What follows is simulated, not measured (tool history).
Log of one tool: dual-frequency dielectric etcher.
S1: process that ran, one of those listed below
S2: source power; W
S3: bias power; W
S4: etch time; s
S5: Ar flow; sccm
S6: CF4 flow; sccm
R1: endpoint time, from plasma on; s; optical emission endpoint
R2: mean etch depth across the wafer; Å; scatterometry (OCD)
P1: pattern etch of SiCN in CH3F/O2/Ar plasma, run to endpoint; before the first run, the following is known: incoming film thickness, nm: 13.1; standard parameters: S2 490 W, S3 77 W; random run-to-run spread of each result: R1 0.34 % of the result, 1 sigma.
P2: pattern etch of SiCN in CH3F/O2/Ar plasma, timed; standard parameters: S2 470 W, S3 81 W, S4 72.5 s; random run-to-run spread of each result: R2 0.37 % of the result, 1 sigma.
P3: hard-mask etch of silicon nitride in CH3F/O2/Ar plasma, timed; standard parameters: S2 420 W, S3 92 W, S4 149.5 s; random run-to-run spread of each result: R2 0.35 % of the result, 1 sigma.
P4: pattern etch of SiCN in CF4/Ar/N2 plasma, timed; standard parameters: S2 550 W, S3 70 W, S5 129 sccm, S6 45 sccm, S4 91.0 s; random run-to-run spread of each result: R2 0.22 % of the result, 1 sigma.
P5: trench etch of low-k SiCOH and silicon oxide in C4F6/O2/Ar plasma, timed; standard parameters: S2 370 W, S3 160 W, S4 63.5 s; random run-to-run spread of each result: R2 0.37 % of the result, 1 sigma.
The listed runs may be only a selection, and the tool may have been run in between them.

Run 1, hour 9.2: S1 P1, S2 490 W, S3 77 W. Result: R1 32.273 s.
Run 2, hour 19.2: S1 P1, S2 620 W, S3 106 W. Result: R1 26.241 s.
Run 3, hour 27.9: S1 P3, S2 530 W, S3 92 W, S4 149.5 s. Result: R2 1318.40 Å.
Run 4, hour 33.6: S1 P1, S2 490 W, S3 52 W. Result: R1 36.597 s.
Run 5, hour 44.2: S1 P5, S2 370 W, S3 160 W, S4 36.0 s. Result: R2 1125.80 Å.
Run 6, hour 50.1: S1 P2, S2 590 W, S3 81 W, S4 72.5 s. Result: R2 325.73 Å.
Run 7, hour 56.2: S1 P2, S2 470 W, S3 81 W, S4 72.5 s. Result: R2 300.88 Å.
Run 8, hour 65.4: S1 P5, S2 370 W, S3 160 W, S4 63.5 s. Result: R2 1973.80 Å.
Run 9, hour 75.9: S1 P1, S2 690 W, S3 77 W. Result: R1 28.219 s.
Run 10, hour 80.9: S1 P4, S2 340 W, S3 70 W, S4 91.0 s, S5 129 sccm, S6 45 sccm. Result: R2 525.27 Å.
Run 11, hour 88.9: S1 P4, S2 550 W, S3 85 W, S4 91.0 s, S5 129 sccm, S6 45 sccm. Result: R2 861.45 Å.
Run 12, hour 99.2: S1 P4, S2 550 W, S3 70 W, S4 91.0 s, S5 129 sccm, S6 45 sccm. Result: R2 797.09 Å.
Run 13, hour 108.5: S1 P1, S2 490 W, S3 101 W. Result: R1 29.224 s.
Run 14, hour 115.1: S1 P3, S2 420 W, S3 121 W, S4 149.5 s. Result: R2 1327.60 Å.
Run 15, hour 122.9: S1 P3, S2 420 W, S3 92 W, S4 92.0 s. Result: R2 737.46 Å.
Run 16, hour 133.7: S1 P1, S2 490 W, S3 77 W. Result: R1 32.348 s.
Run 17, hour 138.8: S1 P4, S2 550 W, S3 70 W, S4 91.0 s, S5 90 sccm, S6 45 sccm. Result: R2 850.28 Å.
Run 18, hour 148.3: S1 P1, S2 490 W, S3 77 W. Result: R1 32.190 s.
Run 19, hour 154.6: S1 P4, S2 550 W, S3 70 W, S4 91.0 s, S5 129 sccm, S6 45 sccm. Result: R2 795.93 Å.
At hour 158.9: source power generator calibrated.
Run 20, hour 165.6: S1 P1, S2 490 W, S3 77 W. Result: R1 32.188 s.
Run 21, hour 176.6: S1 P1, S2 390 W, S3 77 W. Result: R1 35.036 s.
Run 22, hour 187.5: S1 P4, S2 550 W, S3 70 W, S4 91.0 s, S5 129 sccm, S6 56 sccm. Result: R2 826.27 Å.
Run 23, hour 192.8: S1 P5, S2 270 W, S3 160 W, S4 63.5 s. Result: R2 1745.80 Å.
Run 24, hour 198.9: S1 P2, S2 470 W, S3 111 W, S4 72.5 s. Result: R2 336.30 Å.
Run 25, hour 210.0: S1 P3, S2 420 W, S3 92 W, S4 149.5 s. Result: R2 1214.00 Å.
Run 26, hour 218.9: S1 P1, S2 490 W, S3 77 W. Result: R1 32.138 s.
Run 27, hour 230.3: S1 P5, S2 370 W, S3 195 W, S4 63.5 s. Result: R2 2103.20 Å.
Run 28, hour 239.7: S1 P4, S2 550 W, S3 70 W, S4 113.0 s, S5 129 sccm, S6 45 sccm. Result: R2 983.90 Å.
Run 29, hour 251.3: S1 P1, S2 490 W, S3 77 W. Result: R1 32.103 s.
Run 30, hour 256.4: S1 P2, S2 470 W, S3 81 W, S4 47.5 s. Result: R2 196.09 Å.
Run 31, hour 266.5: S1 P1, S2 490 W, S3 77 W. Result: R1 32.342 s.
Run 32, hour 275.2: S1 P1, S2 490 W, S3 77 W. Result: R1 32.261 s.
Run 33, hour 280.4: S1 P1, S2 490 W, S3 77 W. Result: R1 32.187 s.
Run 34, hour 289.7: S1 P1, S2 490 W, S3 77 W. Result: R1 32.569 s.
Run 35, hour 300.0: S1 P1, S2 490 W, S3 77 W. Result: R1 32.487 s.
Run 36, hour 310.5: S1 P1, S2 490 W, S3 77 W. Result: R1 32.679 s.
Run 37, hour 316.8: S1 P1, S2 490 W, S3 77 W. Result: R1 32.513 s.
At hour 318.6: wet clean of the chamber.
Run 38, hour 328.3: S1 P1, S2 490 W, S3 77 W. Result: R1 32.729 s.
Run 39, hour 338.3: S1 P1, S2 490 W, S3 77 W. Result: R1 32.672 s.
Run 40, hour 349.6: S1 P1, S2 490 W, S3 77 W. Result: R1 32.516 s.
Run 41, hour 354.9: S1 P1, S2 490 W, S3 77 W. Result: R1 32.840 s.
Run 42, hour 361.1: S1 P1, S2 490 W, S3 77 W. Result: R1 32.641 s.
Run 43, hour 371.9: S1 P1, S2 490 W, S3 77 W. Result: R1 32.793 s.

What P1 gives has crept off from where it sat before. The 2 causes that follow fit the log equally well, each at the size noted:
A: source power that arrives under what is set, % = 4.42
B: bias power that arrives under what is set, % = 4.72
Onset of the creep was near hour 275.2.
Ruled out, with reasons:
chamber walls in a state that lowers the etch rate, %: maintenance at hour 318.6, after the shift began, did not return the process to its former output

Below are 4 check runs, each on a single wafer, with their results shown as question marks. Which of them would tell the listed causes apart, meaning the causes would give clearly different results under it?
Run check 1, hour 382.7: S1 P3, S2 420 W, S3 92 W, S4 149.5 s. Result: R2 ?.
Run check 2, hour 382.7: S1 P5, S2 370 W, S3 160 W, S4 63.5 s. Result: R2 ?.
Run check 3, hour 382.7: S1 P4, S2 550 W, S3 70 W, S4 91.0 s, S5 129 sccm, S6 45 sccm. Result: R2 ?.
Run check 4, hour 382.7: S1 P2, S2 470 W, S3 81 W, S4 72.5 s. Result: R2 ?.

How each check would come out, cause by cause:
  check  result     if A     if B
check 1      R2  1186.40  1185.90
check 2      R2  1941.30  1946.80
check 3      R2   765.78   781.86
check 4      R2   294.98   294.89
Per check, the gap between the least separated pair of causes, taken in the result that splits them most: check 1 0.04 %; check 2 0.28 %; check 3 2.08 %; check 4 0.03 %
Check 3 is the one run that separates the causes; every other check would come out nearly the same whichever cause is at work.

With check 3 done, the readings were: R2 781.68 Å. Identify which of the listed causes applies.

Of the candidate causes, it is B: bias power that arrives under what is set, %.
